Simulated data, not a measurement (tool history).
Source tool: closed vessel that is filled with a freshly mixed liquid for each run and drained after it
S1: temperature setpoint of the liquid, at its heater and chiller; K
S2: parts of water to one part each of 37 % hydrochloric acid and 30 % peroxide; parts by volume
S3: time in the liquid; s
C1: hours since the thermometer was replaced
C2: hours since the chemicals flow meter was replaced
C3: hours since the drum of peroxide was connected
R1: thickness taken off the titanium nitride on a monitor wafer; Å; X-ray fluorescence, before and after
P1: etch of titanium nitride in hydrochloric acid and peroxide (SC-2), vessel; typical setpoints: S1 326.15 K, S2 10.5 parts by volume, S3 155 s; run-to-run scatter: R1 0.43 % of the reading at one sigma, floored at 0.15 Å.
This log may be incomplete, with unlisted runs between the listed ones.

run,hour,S1,S2,S3,C1,C2,C3,R1
1,9.9,326.15,10.5,155,441.2,436.4,718.1,84.102
2,15.9,326.15,10.5,155,447.2,442.4,724.1,84.301
3,24.6,326.15,10.5,265,455.9,451.1,732.8,145.05
4,38,326.15,10.5,155,469.3,464.5,746.2,84.389
5,49.3,326.15,17,155,480.6,475.8,757.5,55.473
6,58.2,326.15,10.5,155,489.5,484.7,766.4,84.959
7,64.6,326.15,4,155,495.9,491.1,772.8,176.69
8,72.4,326.15,10.5,155,503.7,498.9,780.6,83.846
9,81.1,326.15,10.5,80,512.4,507.6,789.3,43.732
10,94.3,326.15,16,250,525.6,520.8,802.5,94.375
11,107.2,313.65,10.5,155,538.5,533.7,815.4,36.063
12,120.7,326.15,10.5,155,552,547.2,828.9,84.677
13,131.1,338.15,10.5,155,562.4,557.6,839.3,182.16
14,141.8,326.15,10.5,155,573.1,568.3,850,83.759
15,148.1,326.15,10.5,155,579.4,574.6,856.3,81.84
16,156.1,326.15,10.5,155,587.4,582.6,864.3,80.291
17,168.5,326.15,10.5,155,599.8,595,876.7,78.423
18,180.3,326.15,10.5,155,611.6,606.8,888.5,77.967
# hour 187.1: new drum of peroxide connected
19,190.2,326.15,10.5,155,621.5,616.7,3.2,76.904
20,202.9,326.15,10.5,155,634.2,629.4,15.9,76.374
21,211.3,326.15,10.5,155,642.6,637.8,24.3,76.913

What P1 gives has crept away from where it was. These 2 causes fit the log equally well, each at the size given:
A: chemicals flow below the setpoint (%) = 10.8
B: liquid colder than its thermometer reads (K) = 1.48
The gradual shift began around hour 141.8.
Excluded causes, each with its reason:
peroxide weaker than its label (%): maintenance at hour 187.1, after the shift began, did not return the process to its former output

Each of the check runs listed below is run on 2 wafers and reports their average, with the results left as question marks. Pick the one under which the possible causes would lead to clearly different results.
check 1,219.7,335.65,10.5,155,,,,?
check 2,219.7,332.65,10.5,95,,,,?
check 3,219.7,319.65,4,155,,,,?
check 4,219.7,316.15,10.5,155,,,,?

What every check run would give for each of its results, assuming each possible cause in turn:
check,result,if A,if B
check 1,R1,140.53,141.23
check 2,R1,71.438,71.674
check 3,R1,105.67,103.19
check 4,R1,39.094,38.831
Smallest distance between any two causes, each pair judged by its most separating result, in per cent: check 1 0.5 %; check 2 0.33 %; check 3 2.37 %; check 4 0.67 %
Check 3 tells the causes apart: in the others they would give nearly the same result.

The results of check 3 are: R1 102.72 Å. Based on these, which of the listed causes is it?

It is B: liquid colder than its thermometer reads (K).

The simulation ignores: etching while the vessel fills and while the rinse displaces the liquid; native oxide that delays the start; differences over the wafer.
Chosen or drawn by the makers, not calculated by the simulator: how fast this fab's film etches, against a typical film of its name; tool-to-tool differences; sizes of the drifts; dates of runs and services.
